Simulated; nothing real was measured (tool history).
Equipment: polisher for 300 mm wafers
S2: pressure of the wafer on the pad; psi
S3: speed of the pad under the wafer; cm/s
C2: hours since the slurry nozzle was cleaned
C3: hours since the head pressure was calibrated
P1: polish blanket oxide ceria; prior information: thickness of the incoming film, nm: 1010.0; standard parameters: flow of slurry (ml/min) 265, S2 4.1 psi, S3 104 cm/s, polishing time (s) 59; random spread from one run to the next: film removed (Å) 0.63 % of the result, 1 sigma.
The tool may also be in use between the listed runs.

Run 1, hour 13.1: flow of slurry (ml/min) 265, S2 4.1 psi, S3 104 cm/s, polishing time (s) 59; wafers polished on this pad 923; C2 274.8; C3 174.5. Result: film removed (Å) 3140.9.
Run 2, hour 26.6: flow of slurry (ml/min) 265, S2 5.6 psi, S3 104 cm/s, polishing time (s) 82; wafers polished on this pad 1051; C2 288.3; C3 188.0. Result: film removed (Å) 6020.0.
Run 3, hour 42.5: flow of slurry (ml/min) 265, S2 5.9 psi, S3 104 cm/s, polishing time (s) 59; wafers polished on this pad 1202; C2 304.2; C3 203.9. Result: film removed (Å) 4536.4.
Run 4, hour 54.0: flow of slurry (ml/min) 265, S2 4.1 psi, S3 104 cm/s, polishing time (s) 59; wafers polished on this pad 1311; C2 315.7; C3 215.4. Result: film removed (Å) 3178.4.
Run 5, hour 63.1: flow of slurry (ml/min) 265, S2 4.1 psi, S3 104 cm/s, polishing time (s) 82; wafers polished on this pad 1398; C2 324.8; C3 224.5. Result: film removed (Å) 4430.8.
Run 6, hour 80.2: flow of slurry (ml/min) 160, S2 4.1 psi, S3 104 cm/s, polishing time (s) 59; wafers polished on this pad 1560; C2 341.9; C3 241.6. Result: film removed (Å) 2961.2.
Run 7, hour 92.8: flow of slurry (ml/min) 265, S2 4.1 psi, S3 104 cm/s, polishing time (s) 41; wafers polished on this pad 1679; C2 354.5; C3 254.2. Result: film removed (Å) 2202.5.
Run 8, hour 109.7: flow of slurry (ml/min) 380, S2 4.1 psi, S3 104 cm/s, polishing time (s) 59; wafers polished on this pad 1840; C2 371.4; C3 271.1. Result: film removed (Å) 3266.1.
Run 9, hour 122.1: flow of slurry (ml/min) 265, S2 4.1 psi, S3 104 cm/s, polishing time (s) 59; wafers polished on this pad 1957; C2 383.8; C3 283.5. Result: film removed (Å) 3172.1.
Run 10, hour 133.7: flow of slurry (ml/min) 265, S2 2.4 psi, S3 104 cm/s, polishing time (s) 59; wafers polished on this pad 2067; C2 395.4; C3 295.1. Result: film removed (Å) 1865.1.
Run 11, hour 143.3: flow of slurry (ml/min) 265, S2 4.1 psi, S3 104 cm/s, polishing time (s) 59; wafers polished on this pad 2159; C2 405.0; C3 304.7. Result: film removed (Å) 3154.6.
Run 12, hour 151.3: flow of slurry (ml/min) 265, S2 4.1 psi, S3 70 cm/s, polishing time (s) 59; wafers polished on this pad 2234; C2 413.0; C3 312.7. Result: film removed (Å) 2119.3.
Run 13, hour 162.7: flow of slurry (ml/min) 265, S2 4.1 psi, S3 152 cm/s, polishing time (s) 59; wafers polished on this pad 2343; C2 424.4; C3 324.1. Result: film removed (Å) 4631.7.
Run 14, hour 173.2: flow of slurry (ml/min) 265, S2 4.1 psi, S3 104 cm/s, polishing time (s) 59; wafers polished on this pad 2442; C2 434.9; C3 334.6. Result: film removed (Å) 3167.0.
Run 15, hour 189.7: flow of slurry (ml/min) 265, S2 4.1 psi, S3 104 cm/s, polishing time (s) 59; wafers polished on this pad 2599; C2 451.4; C3 351.1. Result: film removed (Å) 3075.3.
Run 16, hour 206.7: flow of slurry (ml/min) 265, S2 4.1 psi, S3 104 cm/s, polishing time (s) 59; wafers polished on this pad 2760; C2 468.4; C3 368.1. Result: film removed (Å) 3081.1.
Run 17, hour 220.4: flow of slurry (ml/min) 265, S2 4.1 psi, S3 104 cm/s, polishing time (s) 59; wafers polished on this pad 2890; C2 482.1; C3 381.8. Result: film removed (Å) 3058.4.
Run 18, hour 234.2: flow of slurry (ml/min) 265, S2 4.1 psi, S3 104 cm/s, polishing time (s) 59; wafers polished on this pad 3021; C2 495.9; C3 395.6. Result: film removed (Å) 3033.2.
Run 19, hour 242.5: flow of slurry (ml/min) 265, S2 4.1 psi, S3 104 cm/s, polishing time (s) 59; wafers polished on this pad 3100; C2 504.2; C3 403.9. Result: film removed (Å) 3018.6.
At hour 243.4: head pressure recalibrated.
Run 20, hour 255.7: flow of slurry (ml/min) 265, S2 4.1 psi, S3 104 cm/s, polishing time (s) 59; wafers polished on this pad 3225; C2 517.4; C3 12.3. Result: film removed (Å) 3011.2.
Run 21, hour 265.3: flow of slurry (ml/min) 265, S2 4.1 psi, S3 104 cm/s, polishing time (s) 59; wafers polished on this pad 3316; C2 527.0; C3 21.9. Result: film removed (Å) 3007.6.
Run 22, hour 273.1: flow of slurry (ml/min) 265, S2 4.1 psi, S3 104 cm/s, polishing time (s) 59; wafers polished on this pad 3390; C2 534.8; C3 29.7. Result: film removed (Å) 3005.7.

P1 no longer gives what it gave before; its output has crept away from where it was. The following 2 causes, each at its listed size, fit the log equally well:
A: slurry flow missing at the pad, % = 34.6
B: removal rate lost through wear of the pad, % = 5.15
Creep in the process output first set in at about hour 173.2.
Ruled out, with reasons:
head's pressure below its setpoint, %: maintenance at hour 243.4, after the shift began, did not return the process to its former output

Which of the 4 check runs listed below, each an average over 5 wafers with its results shown as question marks, gives clearly different results under the different listed causes?
Run check 1, hour 280.9: flow of slurry (ml/min) 180, S2 4.1 psi, S3 104 cm/s, polishing time (s) 59. Result: film removed (Å) ?.
Run check 2, hour 280.9: flow of slurry (ml/min) 265, S2 4.1 psi, S3 74 cm/s, polishing time (s) 59. Result: film removed (Å) ?.
Run check 3, hour 280.9: flow of slurry (ml/min) 265, S2 5.0 psi, S3 104 cm/s, polishing time (s) 59. Result: film removed (Å) ?.
Run check 4, hour 280.9: flow of slurry (ml/min) 265, S2 4.1 psi, S3 138 cm/s, polishing time (s) 59. Result: film removed (Å) ?.

Check results expected under each cause:
  check            result    if A    if B
check 1  film removed (Å)  2809.4  2874.1
check 2  film removed (Å)  2144.0  2143.8
check 3  film removed (Å)  3674.6  3674.3
check 4  film removed (Å)  3998.3  3997.9
Gap, in per cent, between the two causes that each check separates least, read from the result that separates them most: check 1 2.28 %; check 2 0.01 %; check 3 0.01 %; check 4 0.01 %
The causes can be told apart only by check 1. The other checks would give nearly the same results under each of them.

Check 1 was then run and gave: film removed (Å) 2791.8. Which cause is it?

The correct cause is A, namely: slurry flow missing at the pad, %.

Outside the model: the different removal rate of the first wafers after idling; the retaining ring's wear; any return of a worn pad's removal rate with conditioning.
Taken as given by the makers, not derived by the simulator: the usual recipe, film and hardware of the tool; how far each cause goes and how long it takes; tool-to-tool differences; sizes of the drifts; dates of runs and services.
